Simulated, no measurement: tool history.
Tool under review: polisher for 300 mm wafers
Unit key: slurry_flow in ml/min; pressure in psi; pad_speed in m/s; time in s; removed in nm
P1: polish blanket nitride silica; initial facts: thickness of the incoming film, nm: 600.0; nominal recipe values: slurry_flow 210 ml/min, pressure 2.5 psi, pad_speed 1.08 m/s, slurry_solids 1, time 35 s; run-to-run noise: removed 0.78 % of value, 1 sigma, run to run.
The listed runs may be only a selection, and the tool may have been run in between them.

run   hour  slurry_flow  pressure  pad_speed  slurry_solids  time  wafers polished on this pad  hours since the slurry nozzle was cleaned  hours since the head pressure was calibrated  hours since the slurry blender was calibrated  hours since the conditioning disc was replaced  removed
  1    5.8          210       2.5       1.08              1    35                          473                                      470.6                                         296.8                                           57.8                                           176.8   14.138
  2   12.5          210       2.5       1.08              1    35                          532                                      477.3                                         303.5                                           64.5                                           183.5   14.128
  3   19.5          210       1.4       1.08              1    35                          594                                      484.3                                         310.5                                           71.5                                           190.5   7.9713
  4   26.7          210       2.5       0.48              1    35                          657                                      491.5                                         317.7                                           78.7                                           197.7   7.4471
  5   32.6          210       2.5       1.08            1.3    35                          709                                      497.4                                         323.6                                           84.6                                           203.6   15.733
  6   38.3          210       2.5       1.08              1    35                          760                                      503.1                                         329.3                                           90.3                                           209.3   14.293
  7   45.8          210       1.5       1.08            0.8    35                          826                                      510.6                                         336.8                                           97.8                                           216.8   7.6019
  8   50.7          210       2.5       1.08              1    26                          869                                      515.5                                         341.7                                          102.7                                           221.7   10.533
  9   55.3          270       2.5       1.08              1    35                          909                                      520.1                                         346.3                                          107.3                                           226.3   14.501
 10   59.6          140       2.5       1.08              1    35                          947                                      524.4                                         350.6                                          111.6                                           230.6   13.275
 11   63.2          210       2.5       1.08              1    35                          979                                        528                                         354.2                                          115.2                                           234.2   14.261
 12   71.2          210       2.5       1.08              1    35                         1050                                        536                                         362.2                                          123.2                                           242.2   14.084
 13   75.3          210       2.5       1.08              1    35                         1086                                      540.1                                         366.3                                          127.3                                           246.3   14.044
 14   80.7          210       2.5       1.08            1.4    18                         1133                                      545.5                                         371.7                                          132.7                                           251.7   8.2412
 15   87.4          210       2.5       1.62              1    35                         1192                                      552.2                                         378.4                                          139.4                                           258.4   19.774
 16   94.2          210       2.5       1.08           0.55    35                         1252                                        559                                         385.2                                          146.2                                           265.2   10.211
 17   98.2          210       2.5       1.08              1    53                         1288                                        563                                         389.2                                          150.2                                           269.2   21.296
 18  101.7          210       3.9       1.08              1    35                         1318                                      566.5                                         392.7                                          153.7                                           272.7   22.227
 19  109.1          210       2.5       1.08              1    35                         1384                                      573.9                                         400.1                                          161.1                                           280.1    14.09
 20  114.4          210       2.5       1.08              1    35                         1430                                      579.2                                         405.4                                          166.4                                           285.4   13.879
 21  122.2          210       2.5       1.08              1    35                         1499                                        587                                         413.2                                          174.2                                           293.2   13.306
 22  129.6          210       2.5       1.08              1    35                         1564                                      594.4                                         420.6                                          181.6                                           300.6   13.232
     134.2  -- slurry nozzle cleaned
 23  136.3          210       2.5       1.08              1    35                         1623                                        2.1                                         427.3                                          188.3                                           307.3   13.108
     142.7  -- head pressure recalibrated
 24  142.7          210       2.5       1.08              1    35                         1680                                        8.5                                             0                                          194.7                                           313.7   13.035
 25  147.1          210       2.5       1.08              1    35                         1719                                       12.9                                           4.4                                          199.1                                           318.1   13.031
     150.1  -- conditioning disc replaced and pad reconditioned
 26  153.7          210       2.5       1.08              1    35                         1777                                       19.5                                            11                                          205.7                                             3.7   12.904
 27    160          210       2.5       1.08              1    35                         1832                                       25.8                                          17.3                                            212                                              10   12.992
 28  163.7          210       2.5       1.08              1    35                         1865                                       29.5                                            21                                          215.7                                            13.7   12.969

P1 no longer gives what it gave before; its output has crept away from where it was. The following 2 causes, each at its listed size, fit the log equally well:
A: removal rate lost through wear of the pad, % = 8.81
B: abrasive missing from the slurry, % = 17.5
The drift started at roughly hour 109.1.
Ruled out, with reasons:
slurry flow missing at the pad, %: serviced at hour 134.2, after the drift had started, without restoring the earlier output
head's pressure below its setpoint, %: serviced at hour 142.7, after the drift had started, without restoring the earlier output
time polished since the conditioner stopped cutting, s: serviced at hour 150.1, after the drift had started, without restoring the earlier output

Which of the 4 check runs listed below, each an average over 5 wafers with its results shown as question marks, gives clearly different results under the different listed causes?
check 1  167.4          210       2.5       0.56              1    53                                                                                                                                                                                                                             ?
check 2  167.4          210       3.9       1.52              1    35                                                                                                                                                                                                                             ?
check 3  167.4          210       3.5       1.08              1    35                                                                                                                                                                                                                             ?
check 4  167.4          210       2.5       1.08           0.55    49                                                                                                                                                                                                                             ?

Expected result of each check under each candidate cause:
  check   result    if A    if B
check 1  removed  11.563  11.565
check 2  removed  26.479  26.484
check 3  removed  18.079  18.082
check 4  removed  13.178  12.814
Per-check spread between the two closest causes, in the result where they differ most: check 1 0.02 %; check 2 0.02 %; check 3 0.02 %; check 4 2.8 %
The causes can be told apart only by check 4. The other checks would give nearly the same results under each of them.

Check 4 was then run and gave: removed 13.146 nm. Which cause is it?

It is A: removal rate lost through wear of the pad, %.

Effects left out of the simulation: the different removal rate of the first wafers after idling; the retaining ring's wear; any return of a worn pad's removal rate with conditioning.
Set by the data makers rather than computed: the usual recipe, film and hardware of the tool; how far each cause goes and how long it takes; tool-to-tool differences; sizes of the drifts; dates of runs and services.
